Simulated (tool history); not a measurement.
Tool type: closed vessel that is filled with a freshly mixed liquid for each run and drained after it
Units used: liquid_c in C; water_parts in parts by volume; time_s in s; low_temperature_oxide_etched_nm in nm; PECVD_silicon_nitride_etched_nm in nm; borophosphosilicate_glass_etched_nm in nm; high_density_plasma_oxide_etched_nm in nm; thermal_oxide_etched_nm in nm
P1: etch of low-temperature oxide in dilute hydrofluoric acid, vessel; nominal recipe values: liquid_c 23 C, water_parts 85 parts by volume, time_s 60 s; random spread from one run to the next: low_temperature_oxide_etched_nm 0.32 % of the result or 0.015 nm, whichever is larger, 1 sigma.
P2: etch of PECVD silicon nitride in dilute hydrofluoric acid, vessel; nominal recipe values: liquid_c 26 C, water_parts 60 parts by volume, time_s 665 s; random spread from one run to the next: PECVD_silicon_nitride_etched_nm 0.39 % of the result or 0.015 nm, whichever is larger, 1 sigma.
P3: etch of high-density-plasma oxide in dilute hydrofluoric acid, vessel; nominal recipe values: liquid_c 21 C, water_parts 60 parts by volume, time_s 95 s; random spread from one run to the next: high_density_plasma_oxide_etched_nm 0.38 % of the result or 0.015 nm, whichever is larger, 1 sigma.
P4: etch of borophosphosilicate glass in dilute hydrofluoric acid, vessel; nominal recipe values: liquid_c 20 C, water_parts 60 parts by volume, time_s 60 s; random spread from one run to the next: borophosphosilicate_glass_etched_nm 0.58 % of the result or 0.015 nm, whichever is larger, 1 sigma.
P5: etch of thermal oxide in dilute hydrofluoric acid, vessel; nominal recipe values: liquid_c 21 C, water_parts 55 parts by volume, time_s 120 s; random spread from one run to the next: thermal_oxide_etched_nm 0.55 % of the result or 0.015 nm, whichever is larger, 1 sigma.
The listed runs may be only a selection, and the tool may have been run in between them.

run     day  process  liquid_c  water_parts  time_s  hours since the thermometer was replaced  hours since the hydrofluoric acid flow meter was replaced  low_temperature_oxide_etched_nm  PECVD_silicon_nitride_etched_nm  borophosphosilicate_glass_etched_nm  high_density_plasma_oxide_etched_nm  thermal_oxide_etched_nm
  1   0.346       P1        23           85      60                                     852.9                                                      908.3                           24.181
  2   0.775       P2        26           95     665                                     863.2                                                      918.6                                                            21.756
  3   1.154       P2        26           60    1180                                     872.3                                                      927.7                                                            60.888
  4   1.433       P4        17           60      60                                       879                                                      934.4                                                                                                 42.477
  5   1.783       P4        20           60     105                                     887.4                                                      942.8                                                                                                 84.177
  6   2.246       P3        21           90      95                                     898.5                                                      953.9                                                                                                                                       7.342
  7   2.542       P1        23           85      30                                     905.6                                                        961                           12.007
  8   2.929       P4        20           60      60                                     914.9                                                      970.3                                                                                                 48.492
  9   3.254       P5        17           55     120                                     922.7                                                      978.1                                                                                                                                                                7.437
 10   3.754       P4        20           60      60                                     934.7                                                      990.1                                                                                                 48.462
 11   4.221       P5        21           55     120                                     945.9                                                     1001.3                                                                                                                                                               8.8519
 12   4.571       P1        23           85      60                                     954.3                                                     1009.7                           24.082
 13   5.121       P1        23           85     105                                     967.5                                                     1022.9                           42.274
 14   5.392       P5        21           55      65                                       974                                                     1029.4                                                                                                                                                               4.8675
 15   5.817       P4        20           20      60                                     984.2                                                     1039.6                                                                                                 153.52
      5.962  -- thermometer replaced
 16   6.375       P1        23           85      60                                        10                                                       1053                           24.143
 17   6.821       P1        23          145     115                                      20.7                                                     1063.7                           25.321
 18   7.192       P1      30.5           85      60                                      29.6                                                     1072.6                           32.265
 19   7.654       P1        23           85      60                                      40.7                                                     1083.7                           23.992
 20   8.121       P1        17           85      60                                      51.9                                                     1094.9                           18.861
 21   8.538       P5        21          105     120                                      61.9                                                     1104.9                                                                                                                                                               4.4263
 22    9.05       P1        23          130      30                                      74.2                                                     1117.2                           7.5245
 23   9.304       P1        23           25      60                                      80.3                                                     1123.3                            88.62
 24   9.746       P5        21           55     120                                      90.9                                                     1133.9                                                                                                                                                               8.8695
 25  10.167       P1        23           40     100                                       101                                                       1144                           90.429
 26  10.512       P3        17           60      95                                     109.3                                                     1152.3                                                                                                                                      9.5977
 27  10.858       P1        23          140      60                                     117.6                                                     1160.6                           13.742
 28  11.417       P1        23           85      60                                       131                                                       1174                           24.064
 29  11.825       P2        26           60     665                                     140.8                                                     1183.8                                                            34.372
 30  12.167       P2      32.5           60     665                                       149                                                       1192                                                             52.25
 31  12.538       P3        21           60      30                                     157.9                                                     1200.9                                                                                                                                      3.6213
 32  12.817       P3        21           60      95                                     164.6                                                     1207.6                                                                                                                                      11.373
 33  13.162       P1        23           85      60                                     172.9                                                     1215.9                           23.976
 34  13.433       P1        23           85      60                                     179.4                                                     1222.4                           24.657
 35  13.879       P1        23           85      60                                     190.1                                                     1233.1                           25.135
 36  14.433       P1        23           85      60                                     203.4                                                     1246.4                           25.609
 37   14.75       P1        23           85      60                                       211                                                       1254                           25.618
 38  15.075       P1        23           85      60                                     218.8                                                     1261.8                           25.785
 39  15.604       P1        23           85      60                                     231.5                                                     1274.5                           25.816
 40  15.879       P1        23           85      60                                     238.1                                                     1281.1                           25.827

P1 has crept away from where it was. The log is fitted equally well by each of these 2 causes, at the sizes shown:
A: hydrofluoric acid flow above the setpoint (%) = 6.48
B: liquid hotter than its thermometer reads (K) = 1.73
At approximately day 13.162, the process output began to creep.

Each of the 4 check runs below uses one wafer; its results are left as question marks. Which run tells the causes apart?
check 1  16.154       P5        17           95     120                                                                                                                                                                                                                                                                         ?
check 2  16.154       P3        17           60      30                                                                                                                                                                                                                                                ?
check 3  16.154       P4        20           20      60                                                                                                                                                                                                           ?
check 4  16.154       P2        26           85     665                                                                                                                                                                      ?

How each check would come out, cause by cause:
  check                               result    if A    if B
check 1              thermal_oxide_etched_nm  4.4505  4.4674
check 2  high_density_plasma_oxide_etched_nm    3.24  3.2642
check 3  borophosphosilicate_glass_etched_nm  162.44  164.12
check 4      PECVD_silicon_nitride_etched_nm  25.887  27.215
Smallest distance between any two causes, each pair judged by its most separating result, in per cent: check 1 0.38 %; check 2 0.74 %; check 3 1.03 %; check 4 5 %
Check 4 distinguishes between the causes, while the remaining checks would return nearly the same result for all of them.

The results of check 4 are: PECVD_silicon_nitride_etched_nm 27.154 nm. Based on these, which of the listed causes is it?

The correct cause is B, namely: liquid hotter than its thermometer reads (K).
